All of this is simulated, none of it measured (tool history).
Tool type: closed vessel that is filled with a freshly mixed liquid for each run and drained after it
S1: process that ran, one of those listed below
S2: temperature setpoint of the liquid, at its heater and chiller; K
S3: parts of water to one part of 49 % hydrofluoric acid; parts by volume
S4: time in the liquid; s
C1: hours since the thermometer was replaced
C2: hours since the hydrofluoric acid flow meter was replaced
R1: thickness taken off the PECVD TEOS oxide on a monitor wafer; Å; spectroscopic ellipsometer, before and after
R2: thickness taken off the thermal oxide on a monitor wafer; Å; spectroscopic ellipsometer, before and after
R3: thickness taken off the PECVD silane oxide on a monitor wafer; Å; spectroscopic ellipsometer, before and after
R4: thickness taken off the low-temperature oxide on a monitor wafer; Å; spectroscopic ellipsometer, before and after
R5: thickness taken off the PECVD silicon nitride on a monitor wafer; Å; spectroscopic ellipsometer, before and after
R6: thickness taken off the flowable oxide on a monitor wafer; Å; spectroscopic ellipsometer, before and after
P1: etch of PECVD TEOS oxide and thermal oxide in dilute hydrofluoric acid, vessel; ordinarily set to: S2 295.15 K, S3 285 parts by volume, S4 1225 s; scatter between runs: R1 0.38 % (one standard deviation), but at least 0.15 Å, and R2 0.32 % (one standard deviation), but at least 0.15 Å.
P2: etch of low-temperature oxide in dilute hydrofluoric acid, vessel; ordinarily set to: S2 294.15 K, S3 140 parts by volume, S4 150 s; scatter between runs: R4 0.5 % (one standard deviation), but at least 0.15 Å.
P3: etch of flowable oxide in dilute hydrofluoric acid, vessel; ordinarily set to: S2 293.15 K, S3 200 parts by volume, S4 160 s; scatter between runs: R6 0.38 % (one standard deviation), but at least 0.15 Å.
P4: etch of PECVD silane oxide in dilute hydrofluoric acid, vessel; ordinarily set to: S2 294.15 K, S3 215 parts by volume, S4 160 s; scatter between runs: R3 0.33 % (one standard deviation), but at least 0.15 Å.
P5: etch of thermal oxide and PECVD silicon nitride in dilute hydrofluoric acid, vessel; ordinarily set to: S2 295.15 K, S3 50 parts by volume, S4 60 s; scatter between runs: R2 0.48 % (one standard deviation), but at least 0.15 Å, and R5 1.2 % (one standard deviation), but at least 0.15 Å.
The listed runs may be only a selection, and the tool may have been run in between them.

Run 1, hour 11.7: S1 P1, S2 295.15 K, S3 285 parts by volume, S4 1225 s; C1 517.8; C2 746.7. Result: R1 325.04 Å, R2 160.8 Å.
Run 2, hour 20.8: S1 P4, S2 294.15 K, S3 215 parts by volume, S4 30 s; C1 526.9; C2 755.8. Result: R3 27.519 Å.
Run 3, hour 29.9: S1 P2, S2 294.15 K, S3 140 parts by volume, S4 255 s; C1 536; C2 764.9. Result: R4 417.45 Å.
Run 4, hour 40: S1 P5, S2 295.15 K, S3 85 parts by volume, S4 60 s; C1 546.1; C2 775. Result: R2 34.211 Å, R5 12.76 Å.
Run 5, hour 47.6: S1 P1, S2 295.15 K, S3 285 parts by volume, S4 1225 s; C1 553.7; C2 782.6. Result: R1 323.79 Å, R2 161.1 Å.
Run 6, hour 62.2: S1 P4, S2 301.15 K, S3 215 parts by volume, S4 160 s; C1 568.3; C2 797.2. Result: R3 190.13 Å.
Run 7, hour 79.4: S1 P1, S2 295.15 K, S3 285 parts by volume, S4 1900 s; C1 585.5; C2 814.4. Result: R1 505.26 Å, R2 248.74 Å.
Run 8, hour 89.7: S1 P2, S2 290.15 K, S3 140 parts by volume, S4 150 s; C1 595.8; C2 824.7. Result: R4 210.08 Å.
Run 9, hour 101.5: S1 P1, S2 295.15 K, S3 285 parts by volume, S4 1225 s; C1 607.6; C2 836.5. Result: R1 324.44 Å, R2 161.43 Å.
Run 10, hour 112: S1 P3, S2 293.15 K, S3 340 parts by volume, S4 160 s; C1 618.1; C2 847. Result: R6 150.6 Å.
Run 11, hour 121.6: S1 P1, S2 291.15 K, S3 285 parts by volume, S4 240 s; C1 627.7; C2 856.6. Result: R1 54.787 Å, R2 27.055 Å.
Run 12, hour 135.7: S1 P1, S2 295.15 K, S3 495 parts by volume, S4 1225 s; C1 641.8; C2 870.7. Result: R1 154.83 Å, R2 77.071 Å.
Run 13, hour 150: S1 P5, S2 290.15 K, S3 50 parts by volume, S4 60 s; C1 656.1; C2 885. Result: R2 48.854 Å, R5 15.881 Å.
Run 14, hour 161.8: S1 P1, S2 290.15 K, S3 285 parts by volume, S4 1225 s; C1 667.9; C2 896.8. Result: R1 271.26 Å, R2 134.37 Å.
Run 15, hour 178.1: S1 P4, S2 294.15 K, S3 215 parts by volume, S4 160 s; C1 684.2; C2 913.1. Result: R3 146.75 Å.
Run 16, hour 192.4: S1 P1, S2 295.15 K, S3 130 parts by volume, S4 1225 s; C1 698.5; C2 927.4. Result: R1 831.56 Å, R2 414.88 Å.
Run 17, hour 204: S1 P3, S2 293.15 K, S3 200 parts by volume, S4 160 s; C1 710.1; C2 939. Result: R6 291.54 Å.
Run 18, hour 217.6: S1 P4, S2 294.15 K, S3 120 parts by volume, S4 160 s; C1 723.7; C2 952.6. Result: R3 290.82 Å.
Run 19, hour 225.6: S1 P1, S2 303.15 K, S3 285 parts by volume, S4 1225 s; C1 731.7; C2 960.6. Result: R1 426.44 Å, R2 211.61 Å.
Run 20, hour 235.4: S1 P1, S2 295.15 K, S3 285 parts by volume, S4 1225 s; C1 741.5; C2 970.4. Result: R1 325.07 Å, R2 160.47 Å.
Run 21, hour 243.6: S1 P5, S2 295.15 K, S3 50 parts by volume, S4 60 s; C1 749.7; C2 978.6. Result: R2 60.702 Å, R5 21.354 Å.
Run 22, hour 251.5: S1 P2, S2 294.15 K, S3 225 parts by volume, S4 150 s; C1 757.6; C2 986.5. Result: R4 140.04 Å.
Run 23, hour 266.2: S1 P3, S2 293.15 K, S3 200 parts by volume, S4 160 s; C1 772.3; C2 1001.2. Result: R6 291.26 Å.
Run 24, hour 276.5: S1 P2, S2 294.15 K, S3 140 parts by volume, S4 150 s; C1 782.6; C2 1011.5. Result: R4 243.77 Å.
Run 25, hour 292.8: S1 P5, S2 295.15 K, S3 50 parts by volume, S4 100 s; C1 798.9; C2 1027.8. Result: R2 99.859 Å, R5 36.209 Å.
Run 26, hour 308.7: S1 P5, S2 295.15 K, S3 50 parts by volume, S4 60 s; C1 814.8; C2 1043.7. Result: R2 60.379 Å, R5 22.021 Å.
Run 27, hour 317: S1 P1, S2 295.15 K, S3 90 parts by volume, S4 1730 s; C1 823.1; C2 1052. Result: R1 1775.6 Å, R2 886.12 Å.
Run 28, hour 331.2: S1 P3, S2 299.15 K, S3 200 parts by volume, S4 160 s; C1 837.3; C2 1066.2. Result: R6 361.78 Å.
Run 29, hour 345: S1 P1, S2 295.15 K, S3 285 parts by volume, S4 520 s; C1 851.1; C2 1080. Result: R1 137.27 Å, R2 68.324 Å.
Run 30, hour 354.6: S1 P3, S2 293.15 K, S3 200 parts by volume, S4 30 s; C1 860.7; C2 1089.6. Result: R6 54.295 Å.
Run 31, hour 370.1: S1 P1, S2 295.15 K, S3 80 parts by volume, S4 50 s; C1 876.2; C2 1105.1. Result: R1 58.946 Å, R2 28.999 Å.

The next listed run, before its measurement:
Run 32, hour 383.9: S1 P1, S2 295.15 K, S3 285 parts by volume, S4 1225 s; C1 890; C2 1118.9. Result: R1 ?, R2 ?.

Run 32 yielded R1 324.21 Å, R2 161.04 Å.
